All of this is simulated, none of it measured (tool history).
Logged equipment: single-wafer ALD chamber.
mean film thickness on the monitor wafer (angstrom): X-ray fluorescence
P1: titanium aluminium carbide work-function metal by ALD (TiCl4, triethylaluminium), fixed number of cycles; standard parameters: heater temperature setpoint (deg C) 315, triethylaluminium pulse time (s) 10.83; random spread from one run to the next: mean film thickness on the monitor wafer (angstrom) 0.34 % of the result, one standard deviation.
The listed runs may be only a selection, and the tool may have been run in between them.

run,hour,heater temperature setpoint (deg C),triethylaluminium pulse time (s),hours since the last thermocouple change,hours since the last triethylaluminium bottle change,mean film thickness on the monitor wafer (angstrom)
1,5.8,315,10.83,1383.9,428.3,21.698
2,9.6,315,10.83,1387.7,432.1,21.675
3,17,315,10.83,1395.1,439.5,21.751
4,24,339,5.29,1402.1,446.5,20.523
5,31,315,10.83,1409.1,453.5,21.691
6,36.1,296,10.83,1414.2,458.6,20.023
7,42.3,315,17.48,1420.4,464.8,22.227
8,47.8,335,10.83,1425.9,470.3,23.496
9,52.8,315,10.83,1430.9,475.3,21.664
10,58.1,330,6.04,1436.2,480.6,20.625
11,65,315,4.5,1443.1,487.5,17.484
12,73.3,315,10.83,1451.4,495.8,21.631

Run 13, settings as shown, results not yet in. Your forecast:
13,81.6,315,10.83,1459.7,504.1,?

{"run 13": {"mean film thickness on the monitor wafer (angstrom)": 21.553}}
